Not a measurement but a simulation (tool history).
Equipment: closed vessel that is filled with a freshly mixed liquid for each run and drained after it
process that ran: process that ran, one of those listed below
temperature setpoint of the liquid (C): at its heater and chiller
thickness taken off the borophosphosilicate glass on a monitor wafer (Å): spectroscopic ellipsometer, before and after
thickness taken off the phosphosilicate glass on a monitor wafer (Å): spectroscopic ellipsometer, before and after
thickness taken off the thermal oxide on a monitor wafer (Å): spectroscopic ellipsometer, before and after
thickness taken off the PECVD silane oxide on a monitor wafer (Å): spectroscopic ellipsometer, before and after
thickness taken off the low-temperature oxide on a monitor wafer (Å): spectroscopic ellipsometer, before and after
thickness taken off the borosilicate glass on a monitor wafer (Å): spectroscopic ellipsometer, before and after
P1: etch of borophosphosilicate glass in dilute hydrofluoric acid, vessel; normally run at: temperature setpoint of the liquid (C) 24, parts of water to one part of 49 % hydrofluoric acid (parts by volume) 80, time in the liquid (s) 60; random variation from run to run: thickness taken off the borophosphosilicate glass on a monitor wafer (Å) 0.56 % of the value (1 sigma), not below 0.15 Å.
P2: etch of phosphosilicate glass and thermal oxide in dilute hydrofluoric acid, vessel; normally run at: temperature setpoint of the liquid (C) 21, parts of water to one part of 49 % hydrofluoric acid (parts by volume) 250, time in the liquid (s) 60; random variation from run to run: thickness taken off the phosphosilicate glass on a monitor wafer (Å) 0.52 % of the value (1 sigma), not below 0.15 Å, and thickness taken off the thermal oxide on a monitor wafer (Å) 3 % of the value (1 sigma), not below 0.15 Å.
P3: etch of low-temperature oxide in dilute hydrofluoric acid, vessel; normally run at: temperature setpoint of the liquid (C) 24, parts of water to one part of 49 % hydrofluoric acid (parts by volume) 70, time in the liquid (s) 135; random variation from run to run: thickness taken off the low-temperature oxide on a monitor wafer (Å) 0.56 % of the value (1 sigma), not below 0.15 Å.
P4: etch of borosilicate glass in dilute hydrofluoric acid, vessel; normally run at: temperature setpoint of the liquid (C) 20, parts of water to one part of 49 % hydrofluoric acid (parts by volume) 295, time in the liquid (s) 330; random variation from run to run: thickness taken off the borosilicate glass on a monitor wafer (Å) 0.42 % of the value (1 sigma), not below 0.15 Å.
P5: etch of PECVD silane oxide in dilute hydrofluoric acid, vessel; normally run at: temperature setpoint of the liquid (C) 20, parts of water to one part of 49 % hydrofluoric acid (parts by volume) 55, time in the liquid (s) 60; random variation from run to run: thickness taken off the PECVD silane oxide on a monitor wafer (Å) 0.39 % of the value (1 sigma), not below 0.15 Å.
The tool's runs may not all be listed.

| run | hour | process that ran | temperature setpoint of the liquid (C) | parts of water to one part of 49 % hydrofluoric acid (parts by volume) | time in the liquid (s) | hours since the thermometer was replaced | hours since the hydrofluoric acid flow meter was replaced | thickness taken off the borophosphosilicate glass on a monitor wafer (Å) | thickness taken off the phosphosilicate glass on a monitor wafer (Å) | thickness taken off the thermal oxide on a monitor wafer (Å) | thickness taken off the PECVD silane oxide on a monitor wafer (Å) | thickness taken off the low-temperature oxide on a monitor wafer (Å) | thickness taken off the borosilicate glass on a monitor wafer (Å) |
|---|---|---|---|---|---|---|---|---|---|---|---|---|---|
| 1 | 16.7 | P1 | 24 | 80 | 60 | 1444.2 | 303.2 | 428.35 |  |  |  |  |  |
| 2 | 26.8 | P1 | 24 | 80 | 60 | 1454.3 | 313.3 | 428.12 |  |  |  |  |  |
| 3 | 40.2 | P1 | 24 | 80 | 30 | 1467.7 | 326.7 | 213.06 |  |  |  |  |  |
| 4 | 55 | P1 | 24 | 35 | 60 | 1482.5 | 341.5 | 1049.2 |  |  |  |  |  |
| 5 | 64 | P2 | 21 | 250 | 115 | 1491.5 | 350.5 |  | 367.94 | 17.82 |  |  |  |
| 6 | 78 | P5 | 20 | 55 | 60 | 1505.5 | 364.5 |  |  |  | 297.32 |  |  |
| 7 | 86.2 | P3 | 24 | 70 | 135 | 1513.7 | 372.7 |  |  |  |  | 212.42 |  |
| 8 | 98.1 | P5 | 20 | 55 | 30 | 1525.6 | 384.6 |  |  |  | 147.98 |  |  |
| 9 | 111.5 | P1 | 24 | 80 | 60 | 1539 | 398 | 429.52 |  |  |  |  |  |
| 10 | 119.9 | P1 | 24 | 80 | 60 | 1547.4 | 406.4 | 429.05 |  |  |  |  |  |
| 11 | 138 | P3 | 24 | 20 | 135 | 1565.5 | 424.5 |  |  |  |  | 795.53 |  |
| 12 | 147.4 | P1 | 32 | 80 | 60 | 1574.9 | 433.9 | 587.88 |  |  |  |  |  |
| 13 | 162.6 | P1 | 17.5 | 80 | 30 | 1590.1 | 449.1 | 163.3 |  |  |  |  |  |
| 14 | 171.4 | P4 | 27.5 | 295 | 330 | 1598.9 | 457.9 |  |  |  |  |  | 391.19 |
| 15 | 189.3 | P3 | 24 | 70 | 135 | 1616.8 | 475.8 |  |  |  |  | 213.45 |  |
| 16 | 202 | P3 | 24 | 70 | 30 | 1629.5 | 488.5 |  |  |  |  | 47.124 |  |
| 17 | 213.4 | P4 | 20 | 295 | 330 | 1640.9 | 499.9 |  |  |  |  |  | 302.86 |
| 18 | 228.7 | P1 | 24 | 80 | 60 | 1656.2 | 515.2 | 432.03 |  |  |  |  |  |
| 19 | 237.5 | P4 | 20 | 295 | 665 | 1665 | 524 |  |  |  |  |  | 604.23 |
| 20 | 245.6 | P4 | 20 | 540 | 330 | 1673.1 | 532.1 |  |  |  |  |  | 134.27 |
| 21 | 262.7 | P1 | 24 | 80 | 60 | 1690.2 | 549.2 | 432.49 |  |  |  |  |  |
| 22 | 271 | P2 | 21 | 250 | 60 | 1698.5 | 557.5 |  | 193.07 | 8.731 |  |  |  |
| 23 | 280.7 | P4 | 20 | 295 | 330 | 1708.2 | 567.2 |  |  |  |  |  | 301.36 |
| 24 | 298.9 | P5 | 20 | 55 | 60 | 1726.4 | 585.4 |  |  |  | 296.09 |  |  |
| 25 | 315.9 | P3 | 17 | 70 | 135 | 1743.4 | 602.4 |  |  |  |  | 158.18 |  |
| 26 | 331 | P1 | 24 | 125 | 30 | 1758.5 | 617.5 | 130.23 |  |  |  |  |  |
| 27 | 345 | P1 | 18 | 80 | 60 | 1772.5 | 631.5 | 337.23 |  |  |  |  |  |
| 28 | 355.5 | P2 | 21 | 55 | 60 | 1783 | 642 |  | 1083.5 | 49.845 |  |  |  |
| 29 | 371.8 | P5 | 20 | 80 | 60 | 1799.3 | 658.3 |  |  |  | 198.62 |  |  |
| 30 | 384.8 | P5 | 17 | 55 | 60 | 1812.3 | 671.3 |  |  |  | 260.42 |  |  |
| 31 | 394.1 | P1 | 24 | 80 | 120 | 1821.6 | 680.6 | 858.28 |  |  |  |  |  |
| 32 | 405 | P1 | 24 | 80 | 60 | 1832.5 | 691.5 | 427.31 |  |  |  |  |  |
| 33 | 413.6 | P1 | 24 | 120 | 60 | 1841.1 | 700.1 | 274.57 |  |  |  |  |  |
| 34 | 431.9 | P2 | 27 | 250 | 60 | 1859.4 | 718.4 |  | 238.49 | 11.706 |  |  |  |
| 35 | 441.8 | P1 | 24 | 80 | 60 | 1869.3 | 728.3 | 427.96 |  |  |  |  |  |
| 36 | 457.3 | P1 | 24 | 80 | 60 | 1884.8 | 743.8 | 446.08 |  |  |  |  |  |

What will run 37 give?
| 37 | 466.5 | P1 | 24 | 80 | 60 | 1894 | 753 | ? |  |  |  |  |  |

{"run 37": {"thickness taken off the borophosphosilicate glass on a monitor wafer (Å)": 452.04}}
